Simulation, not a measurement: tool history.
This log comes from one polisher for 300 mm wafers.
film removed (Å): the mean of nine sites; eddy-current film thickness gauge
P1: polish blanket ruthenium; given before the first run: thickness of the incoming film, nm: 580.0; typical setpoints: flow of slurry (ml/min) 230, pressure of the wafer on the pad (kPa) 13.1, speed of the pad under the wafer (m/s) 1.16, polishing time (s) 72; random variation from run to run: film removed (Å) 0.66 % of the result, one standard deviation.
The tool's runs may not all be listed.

run  hour  flow of slurry (ml/min)  pressure of the wafer on the pad (kPa)  speed of the pad under the wafer (m/s)  polishing time (s)  wafers polished on this pad  hours since the slurry nozzle was cleaned  hours since the head pressure was calibrated  film removed (Å)
  1   3.3                      230                                    13.1                                    1.16                  72                          169                                       93.4                                         849.9            834.81
  2   5.6                      230                                    13.1                                    1.16                  72                          203                                       95.7                                         852.2            837.69
  3   8.2                      230                                    13.1                                    0.76                  72                          241                                       98.3                                         854.8            550.16
  4  12.7                      355                                    13.1                                    1.16                  72                          308                                      102.8                                         859.3            876.53
  5  15.4                      145                                    13.1                                    1.16                  72                          347                                      105.5                                         862.0            784.64
  6  19.1                      230                                    13.1                                    1.16                  72                          402                                      109.2                                         865.7            826.34
  7  22.1                      230                                    13.1                                    1.16                  32                          446                                      112.2                                         868.7            372.42
  8  26.0                      320                                    17.2                                    1.16                  72                          503                                      116.1                                         872.6           1140.20
  9  28.6                      230                                    13.1                                    1.16                  72                          542                                      118.7                                         875.2            830.45
 10  31.2                      230                                    13.1                                    1.16                  72                          580                                      121.3                                         877.8            847.52
 11  34.6                      230                                    13.1                                    1.16                 112                          630                                      124.7                                         881.2           1288.60
 12  38.4                      230                                     7.6                                    1.76                  72                          686                                      128.5                                         885.0            733.43
     40.4  -- head pressure recalibrated
 13  40.5                      230                                    13.1                                    1.16                  72                          717                                      130.6                                           0.2            837.14
 14  44.2                      230                                     6.2                                    1.16                  72                          771                                      134.3                                           3.9            396.15
 15  48.2                      150                                    13.1                                    1.16                  99                          830                                      138.3                                           7.9           1082.50
 16  52.2                      230                                    13.1                                    1.78                  72                          889                                      142.3                                          11.9           1297.00
 17  54.3                      230                                    20.0                                    1.16                  72                          920                                      144.4                                          14.0           1271.80
 18  57.8                      230                                    13.1                                    1.16                  72                          972                                      147.9                                          17.5            835.12
 19  60.3                      230                                    13.1                                    1.16                  72                         1008                                      150.4                                          20.0            839.45
 20  62.6                      230                                    13.1                                    1.16                  72                         1042                                      152.7                                          22.3            814.80
 21  67.1                      230                                    13.1                                    1.16                  72                         1109                                      157.2                                          26.8            816.10
 22  71.6                      230                                    13.1                                    1.16                  72                         1175                                      161.7                                          31.3            793.41
     73.8  -- worn pad replaced by a new one
 23  75.0                      230                                    13.1                                    1.16                  72                           17                                      165.1                                          34.7            793.14
 24  78.6                      230                                    13.1                                    1.16                  72                           70                                      168.7                                          38.3            785.83
 25  83.3                      230                                    13.1                                    1.16                  72                          140                                      173.4                                          43.0            795.48
 26  87.7                      230                                    13.1                                    1.16                  72                          204                                      177.8                                          47.4            779.84
 27  89.7                      230                                    13.1                                    1.16                  72                          234                                      179.8                                          49.4            793.23

The output of P1 has drifted from where it used to be. Each of the 2 causes below, taken at the size shown beside it, accounts for the log equally well:
A: slurry flow missing at the pad, % = 36.5
B: head's pressure below its setpoint, % = 6.33
Onset of the creep was near hour 57.8.
Ruled out, with reasons:
removal rate lost through wear of the pad, %: its service at hour 73.8 followed the start of the drift and did not put the process back to its old value

The list below offers 4 check runs, each averaging the results of 5 wafers, and shows each result as a question mark. For which of them would the listed causes give clearly different results?
check 1  91.7                      230                                    19.3                                    1.16                 102                                                                                                                                       ?
check 2  91.7                      230                                    13.1                                    1.58                 109                                                                                                                                       ?
check 3  91.7                      355                                    13.1                                    0.88                  72                                                                                                                                       ?
check 4  91.7                      230                                    18.6                                    1.16                  32                                                                                                                                       ?

What each check would give under each cause:
  check            result     if A     if B
check 1  film removed (Å)  1635.60  1635.60
check 2  film removed (Å)  1615.50  1615.50
check 3  film removed (Å)   633.01   619.21
check 4  film removed (Å)   494.81   494.80
Separation of the two closest causes in each check, using whichever result separates them best: check 1 0 %; check 2 0 %; check 3 2.2 %; check 4 0 %
Check 3 distinguishes between the causes, while the remaining checks would return nearly the same result for all of them.

The results of check 3 are: film removed (Å) 632.03. Based on these, which of the listed causes is it?

Of the candidate causes, it is A: slurry flow missing at the pad, %.
